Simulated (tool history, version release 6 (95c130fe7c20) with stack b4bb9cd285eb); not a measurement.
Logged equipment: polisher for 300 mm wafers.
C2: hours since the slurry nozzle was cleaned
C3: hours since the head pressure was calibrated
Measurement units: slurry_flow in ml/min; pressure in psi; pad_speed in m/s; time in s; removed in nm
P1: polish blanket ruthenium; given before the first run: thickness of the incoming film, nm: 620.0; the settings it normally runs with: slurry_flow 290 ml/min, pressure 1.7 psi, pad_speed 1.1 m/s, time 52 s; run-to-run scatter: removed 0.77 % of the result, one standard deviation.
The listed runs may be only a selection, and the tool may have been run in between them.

Run 1, hour 12.5: slurry_flow 290 ml/min, pressure 1.7 psi, pad_speed 1.1 m/s, time 52 s; wafers polished on this pad 366; C2 115.2; C3 413.6. Result: removed 45.536 nm.
Run 2, hour 28.1: slurry_flow 290 ml/min, pressure 1.7 psi, pad_speed 1.1 m/s, time 52 s; wafers polished on this pad 496; C2 130.8; C3 429.2. Result: removed 45.931 nm.
Run 3, hour 39.1: slurry_flow 290 ml/min, pressure 1.7 psi, pad_speed 0.78 m/s, time 52 s; wafers polished on this pad 587; C2 141.8; C3 440.2. Result: removed 32.243 nm.
Run 4, hour 50.4: slurry_flow 290 ml/min, pressure 1.7 psi, pad_speed 1.1 m/s, time 73 s; wafers polished on this pad 681; C2 153.1; C3 451.5. Result: removed 64.013 nm.
At hour 56.8: slurry nozzle cleaned.
Run 5, hour 65.7: slurry_flow 290 ml/min, pressure 1.7 psi, pad_speed 1.1 m/s, time 52 s; wafers polished on this pad 808; C2 9; C3 466.8. Result: removed 46.327 nm.
Run 6, hour 75.4: slurry_flow 290 ml/min, pressure 1.7 psi, pad_speed 1.1 m/s, time 31 s; wafers polished on this pad 888; C2 18.7; C3 476.5. Result: removed 27.373 nm.
Run 7, hour 88.3: slurry_flow 390 ml/min, pressure 1.7 psi, pad_speed 1.5 m/s, time 52 s; wafers polished on this pad 995; C2 31.6; C3 489.4. Result: removed 64.226 nm.
Run 8, hour 106: slurry_flow 290 ml/min, pressure 1.7 psi, pad_speed 1.1 m/s, time 52 s; wafers polished on this pad 1142; C2 49.3; C3 507.1. Result: removed 45.864 nm.
Run 9, hour 118: slurry_flow 175 ml/min, pressure 1.7 psi, pad_speed 1.1 m/s, time 52 s; wafers polished on this pad 1241; C2 61.3; C3 519.1. Result: removed 43.346 nm.
Run 10, hour 129.2: slurry_flow 290 ml/min, pressure 1.7 psi, pad_speed 0.64 m/s, time 27 s; wafers polished on this pad 1334; C2 72.5; C3 530.3. Result: removed 13.754 nm.
Run 11, hour 140.8: slurry_flow 290 ml/min, pressure 1.7 psi, pad_speed 1.62 m/s, time 52 s; wafers polished on this pad 1431; C2 84.1; C3 541.9. Result: removed 67.375 nm.
Run 12, hour 152.1: slurry_flow 290 ml/min, pressure 0.9 psi, pad_speed 1.1 m/s, time 52 s; wafers polished on this pad 1524; C2 95.4; C3 553.2. Result: removed 24.107 nm.
Run 13, hour 167.6: slurry_flow 290 ml/min, pressure 1.7 psi, pad_speed 0.54 m/s, time 38 s; wafers polished on this pad 1653; C2 110.9; C3 568.7. Result: removed 16.345 nm.

Expected results for the next run?
At hour 176.7: worn pad replaced by a new one.
Run 14, hour 181.1: slurry_flow 290 ml/min, pressure 2.7 psi, pad_speed 1.1 m/s, time 52 s; wafers polished on this pad 37; C2 124.4; C3 582.2. Result: removed ?.

{"run 14": {"removed": 73.45}}
